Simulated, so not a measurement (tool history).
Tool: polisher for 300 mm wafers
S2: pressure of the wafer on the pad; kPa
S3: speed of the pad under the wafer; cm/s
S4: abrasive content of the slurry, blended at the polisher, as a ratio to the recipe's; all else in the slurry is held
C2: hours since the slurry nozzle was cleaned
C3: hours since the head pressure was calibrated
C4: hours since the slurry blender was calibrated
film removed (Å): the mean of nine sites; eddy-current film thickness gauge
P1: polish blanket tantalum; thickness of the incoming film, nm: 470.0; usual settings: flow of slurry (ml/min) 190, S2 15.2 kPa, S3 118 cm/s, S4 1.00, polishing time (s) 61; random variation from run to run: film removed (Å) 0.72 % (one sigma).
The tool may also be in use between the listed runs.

Run 1, hour 9.4: flow of slurry (ml/min) 190, S2 15.2 kPa, S3 118 cm/s, S4 1.00, polishing time (s) 61; wafers polished on this pad 364; C2 479.0; C3 1086.1; C4 69.2. Result: film removed (Å) 1227.80.
Run 2, hour 16.3: flow of slurry (ml/min) 115, S2 15.2 kPa, S3 118 cm/s, S4 0.60, polishing time (s) 61; wafers polished on this pad 448; C2 485.9; C3 1093.0; C4 76.1. Result: film removed (Å) 935.89.
Run 3, hour 24.9: flow of slurry (ml/min) 190, S2 15.2 kPa, S3 118 cm/s, S4 1.00, polishing time (s) 61; wafers polished on this pad 553; C2 494.5; C3 1101.6; C4 84.7. Result: film removed (Å) 1216.80.
Run 4, hour 35.0: flow of slurry (ml/min) 190, S2 15.2 kPa, S3 118 cm/s, S4 1.00, polishing time (s) 33; wafers polished on this pad 676; C2 504.6; C3 1111.7; C4 94.8. Result: film removed (Å) 664.61.
Run 5, hour 42.2: flow of slurry (ml/min) 290, S2 15.2 kPa, S3 118 cm/s, S4 1.00, polishing time (s) 61; wafers polished on this pad 764; C2 511.8; C3 1118.9; C4 102.0. Result: film removed (Å) 1281.10.
Run 6, hour 48.8: flow of slurry (ml/min) 190, S2 9.0 kPa, S3 118 cm/s, S4 1.00, polishing time (s) 61; wafers polished on this pad 844; C2 518.4; C3 1125.5; C4 108.6. Result: film removed (Å) 731.42.
Run 7, hour 55.6: flow of slurry (ml/min) 190, S2 15.2 kPa, S3 172 cm/s, S4 1.00, polishing time (s) 61; wafers polished on this pad 927; C2 525.2; C3 1132.3; C4 115.4. Result: film removed (Å) 1804.80.
Run 8, hour 63.7: flow of slurry (ml/min) 115, S2 15.2 kPa, S3 118 cm/s, S4 1.00, polishing time (s) 61; wafers polished on this pad 1026; C2 533.3; C3 1140.4; C4 123.5. Result: film removed (Å) 1117.30.
Run 9, hour 70.1: flow of slurry (ml/min) 190, S2 15.2 kPa, S3 118 cm/s, S4 1.00, polishing time (s) 61; wafers polished on this pad 1103; C2 539.7; C3 1146.8; C4 129.9. Result: film removed (Å) 1221.60.
Run 10, hour 78.1: flow of slurry (ml/min) 190, S2 15.2 kPa, S3 118 cm/s, S4 1.45, polishing time (s) 61; wafers polished on this pad 1201; C2 547.7; C3 1154.8; C4 137.9. Result: film removed (Å) 1345.70.
Run 11, hour 89.3: flow of slurry (ml/min) 190, S2 15.2 kPa, S3 118 cm/s, S4 1.00, polishing time (s) 61; wafers polished on this pad 1337; C2 558.9; C3 1166.0; C4 149.1. Result: film removed (Å) 1224.20.
Run 12, hour 99.0: flow of slurry (ml/min) 190, S2 15.2 kPa, S3 118 cm/s, S4 1.00, polishing time (s) 81; wafers polished on this pad 1455; C2 568.6; C3 1175.7; C4 158.8. Result: film removed (Å) 1638.30.
Run 13, hour 106.7: flow of slurry (ml/min) 190, S2 15.2 kPa, S3 118 cm/s, S4 0.65, polishing time (s) 61; wafers polished on this pad 1549; C2 576.3; C3 1183.4; C4 166.5. Result: film removed (Å) 1048.90.
At hour 111.1: head pressure recalibrated.
Run 14, hour 116.6: flow of slurry (ml/min) 190, S2 15.2 kPa, S3 118 cm/s, S4 1.00, polishing time (s) 61; wafers polished on this pad 1670; C2 586.2; C3 5.6; C4 176.4. Result: film removed (Å) 1208.50.
Run 15, hour 124.7: flow of slurry (ml/min) 190, S2 15.2 kPa, S3 54 cm/s, S4 1.00, polishing time (s) 61; wafers polished on this pad 1768; C2 594.3; C3 13.7; C4 184.5. Result: film removed (Å) 559.52.
Run 16, hour 132.3: flow of slurry (ml/min) 190, S2 24.1 kPa, S3 118 cm/s, S4 1.00, polishing time (s) 61; wafers polished on this pad 1861; C2 601.9; C3 21.3; C4 192.1. Result: film removed (Å) 1916.10.
Run 17, hour 142.2: flow of slurry (ml/min) 190, S2 15.2 kPa, S3 118 cm/s, S4 1.00, polishing time (s) 61; wafers polished on this pad 1981; C2 611.8; C3 31.2; C4 202.0. Result: film removed (Å) 1218.60.
Run 18, hour 151.4: flow of slurry (ml/min) 290, S2 15.2 kPa, S3 156 cm/s, S4 1.00, polishing time (s) 61; wafers polished on this pad 2093; C2 621.0; C3 40.4; C4 211.2. Result: film removed (Å) 1705.80.
Run 19, hour 157.5: flow of slurry (ml/min) 190, S2 15.2 kPa, S3 118 cm/s, S4 1.00, polishing time (s) 61; wafers polished on this pad 2168; C2 627.1; C3 46.5; C4 217.3. Result: film removed (Å) 1220.80.
Run 20, hour 165.9: flow of slurry (ml/min) 190, S2 15.2 kPa, S3 118 cm/s, S4 1.00, polishing time (s) 61; wafers polished on this pad 2270; C2 635.5; C3 54.9; C4 225.7. Result: film removed (Å) 1174.50.
Run 21, hour 172.7: flow of slurry (ml/min) 190, S2 15.2 kPa, S3 118 cm/s, S4 1.00, polishing time (s) 61; wafers polished on this pad 2353; C2 642.3; C3 61.7; C4 232.5. Result: film removed (Å) 1130.20.
Run 22, hour 182.6: flow of slurry (ml/min) 190, S2 15.2 kPa, S3 118 cm/s, S4 1.00, polishing time (s) 61; wafers polished on this pad 2473; C2 652.2; C3 71.6; C4 242.4. Result: film removed (Å) 1124.70.
Run 23, hour 191.9: flow of slurry (ml/min) 190, S2 15.2 kPa, S3 118 cm/s, S4 1.00, polishing time (s) 61; wafers polished on this pad 2587; C2 661.5; C3 80.9; C4 251.7. Result: film removed (Å) 1105.80.
At hour 195.0: worn pad replaced by a new one.
At hour 196.2: slurry nozzle cleaned.
Run 24, hour 199.9: flow of slurry (ml/min) 190, S2 15.2 kPa, S3 118 cm/s, S4 1.00, polishing time (s) 61; wafers polished on this pad 59; C2 3.8; C3 88.9; C4 259.7. Result: film removed (Å) 1092.10.
Run 25, hour 209.8: flow of slurry (ml/min) 190, S2 15.2 kPa, S3 118 cm/s, S4 1.00, polishing time (s) 61; wafers polished on this pad 180; C2 13.7; C3 98.8; C4 269.6. Result: film removed (Å) 1077.50.
Run 26, hour 219.1: flow of slurry (ml/min) 190, S2 15.2 kPa, S3 118 cm/s, S4 1.00, polishing time (s) 61; wafers polished on this pad 293; C2 23.0; C3 108.1; C4 278.9. Result: film removed (Å) 1068.70.
Run 27, hour 226.4: flow of slurry (ml/min) 190, S2 15.2 kPa, S3 118 cm/s, S4 1.00, polishing time (s) 61; wafers polished on this pad 382; C2 30.3; C3 115.4; C4 286.2. Result: film removed (Å) 1081.70.

What P1 gives has crept away from where it was. These 2 causes fit the log equally well, each at the size given:
A: head's pressure below its setpoint, % = 11.7
B: abrasive missing from the slurry, % = 31.7
The creep began at about hour 157.5.
Why every other cause is out:
removal rate lost through wear of the pad, %: serviced at hour 195.0, which brought nothing back
slurry flow missing at the pad, %: serviced at hour 196.2, which brought nothing back

4 check runs are offered, each on 5 wafers whose results are averaged, their results left as question marks. Which one tells the causes apart?
Run check 1, hour 233.7: flow of slurry (ml/min) 190, S2 15.2 kPa, S3 156 cm/s, S4 1.00, polishing time (s) 61. Result: film removed (Å) ?.
Run check 2, hour 233.7: flow of slurry (ml/min) 190, S2 19.3 kPa, S3 146 cm/s, S4 1.00, polishing time (s) 61. Result: film removed (Å) ?.
Run check 3, hour 233.7: flow of slurry (ml/min) 190, S2 15.2 kPa, S3 74 cm/s, S4 1.00, polishing time (s) 61. Result: film removed (Å) ?.
Run check 4, hour 233.7: flow of slurry (ml/min) 120, S2 15.2 kPa, S3 118 cm/s, S4 1.40, polishing time (s) 61. Result: film removed (Å) ?.

What each check would give under each cause:
  check            result     if A     if B
check 1  film removed (Å)  1426.60  1426.50
check 2  film removed (Å)  1699.30  1699.10
check 3  film removed (Å)   676.72   676.65
check 4  film removed (Å)  1085.70  1114.60
How far apart the two closest causes lie, in the result that separates them most: check 1 0.01 %; check 2 0.01 %; check 3 0.01 %; check 4 2.63 %
Check 4 tells the causes apart: in the others they would give nearly the same result.

Then check 4 was run and gave: film removed (Å) 1112.80. Which cause is it?

It is B: abrasive missing from the slurry, %.

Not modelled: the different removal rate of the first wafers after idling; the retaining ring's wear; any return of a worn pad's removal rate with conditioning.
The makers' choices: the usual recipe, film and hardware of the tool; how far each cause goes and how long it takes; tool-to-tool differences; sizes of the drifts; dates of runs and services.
